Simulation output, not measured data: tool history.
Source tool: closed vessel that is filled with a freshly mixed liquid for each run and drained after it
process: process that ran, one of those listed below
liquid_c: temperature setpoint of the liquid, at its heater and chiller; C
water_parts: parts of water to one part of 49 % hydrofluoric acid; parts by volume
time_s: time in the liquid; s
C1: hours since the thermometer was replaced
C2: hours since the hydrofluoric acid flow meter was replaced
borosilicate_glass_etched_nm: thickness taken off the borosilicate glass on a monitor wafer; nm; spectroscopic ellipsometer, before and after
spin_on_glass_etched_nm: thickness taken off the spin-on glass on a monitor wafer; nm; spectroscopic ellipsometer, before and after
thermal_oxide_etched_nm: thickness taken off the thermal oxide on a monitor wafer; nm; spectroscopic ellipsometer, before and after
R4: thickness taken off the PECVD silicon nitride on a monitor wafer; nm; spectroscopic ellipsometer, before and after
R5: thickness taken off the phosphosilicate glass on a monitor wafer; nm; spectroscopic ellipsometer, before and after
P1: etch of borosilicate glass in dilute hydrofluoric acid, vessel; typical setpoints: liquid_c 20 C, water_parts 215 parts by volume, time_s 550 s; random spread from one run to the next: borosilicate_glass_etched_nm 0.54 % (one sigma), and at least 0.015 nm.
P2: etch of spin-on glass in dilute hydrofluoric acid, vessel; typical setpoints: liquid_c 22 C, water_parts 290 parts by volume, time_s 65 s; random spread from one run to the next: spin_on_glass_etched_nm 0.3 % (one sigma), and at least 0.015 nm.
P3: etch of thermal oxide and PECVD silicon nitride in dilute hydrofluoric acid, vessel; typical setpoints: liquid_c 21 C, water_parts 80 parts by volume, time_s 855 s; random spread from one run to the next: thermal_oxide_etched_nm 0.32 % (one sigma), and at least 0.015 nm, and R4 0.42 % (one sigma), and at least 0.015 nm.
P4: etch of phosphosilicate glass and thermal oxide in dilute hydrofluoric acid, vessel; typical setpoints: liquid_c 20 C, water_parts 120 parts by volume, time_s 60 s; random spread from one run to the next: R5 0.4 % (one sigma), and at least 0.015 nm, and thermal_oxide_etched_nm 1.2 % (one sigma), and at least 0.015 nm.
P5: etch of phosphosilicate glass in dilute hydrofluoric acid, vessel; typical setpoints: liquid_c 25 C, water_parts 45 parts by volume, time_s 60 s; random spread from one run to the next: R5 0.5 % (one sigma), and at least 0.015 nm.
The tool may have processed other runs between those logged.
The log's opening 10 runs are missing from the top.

{"run": 11, "hour": 95.1, "process": "P4", "liquid_c": 28, "water_parts": 120, "time_s": 60, "C1": 591.6, "C2": 69.1, "thermal_oxide_etched_nm": 2.5629, "R5": 115.38}
{"run": 12, "hour": 104.7, "process": "P4", "liquid_c": 20, "water_parts": 120, "time_s": 60, "C1": 601.2, "C2": 78.7, "thermal_oxide_etched_nm": 1.8473, "R5": 84.666}
{"run": 13, "hour": 114.0, "process": "P5", "liquid_c": 25, "water_parts": 45, "time_s": 60, "C1": 610.5, "C2": 88.0, "R5": 289.05}
{"run": 14, "hour": 122.4, "process": "P5", "liquid_c": 25, "water_parts": 45, "time_s": 60, "C1": 618.9, "C2": 96.4, "R5": 290.41}
{"run": 15, "hour": 129.4, "process": "P1", "liquid_c": 20, "water_parts": 40, "time_s": 550, "C1": 625.9, "C2": 103.4, "borosilicate_glass_etched_nm": 296.78}
{"run": 16, "hour": 137.4, "process": "P3", "liquid_c": 21, "water_parts": 80, "time_s": 90, "C1": 633.9, "C2": 111.4, "thermal_oxide_etched_nm": 4.8702, "R4": 4.1938}
{"run": 17, "hour": 145.0, "process": "P1", "liquid_c": 20, "water_parts": 300, "time_s": 550, "C1": 641.5, "C2": 119.0, "borosilicate_glass_etched_nm": 29.837}
{"run": 18, "hour": 155.4, "process": "P3", "liquid_c": 21, "water_parts": 80, "time_s": 855, "C1": 651.9, "C2": 129.4, "thermal_oxide_etched_nm": 46.371, "R4": 40.192}
{"run": 19, "hour": 162.8, "process": "P3", "liquid_c": 21, "water_parts": 25, "time_s": 855, "C1": 659.3, "C2": 136.8, "thermal_oxide_etched_nm": 159.11, "R4": 124.19}
{"run": 20, "hour": 168.3, "process": "P1", "liquid_c": 20, "water_parts": 215, "time_s": 550, "C1": 664.8, "C2": 142.3, "borosilicate_glass_etched_nm": 45.674}
{"run": 21, "hour": 177.8, "process": "P5", "liquid_c": 25, "water_parts": 75, "time_s": 60, "C1": 674.3, "C2": 151.8, "R5": 165.88}

What does the tool deliver on the next run?
{"run": 22, "hour": 183.7, "process": "P5", "liquid_c": 25, "water_parts": 45, "time_s": 95, "C1": 680.2, "C2": 157.7, "R5": "?"}

{"run 22": {"R5": 457.71}}

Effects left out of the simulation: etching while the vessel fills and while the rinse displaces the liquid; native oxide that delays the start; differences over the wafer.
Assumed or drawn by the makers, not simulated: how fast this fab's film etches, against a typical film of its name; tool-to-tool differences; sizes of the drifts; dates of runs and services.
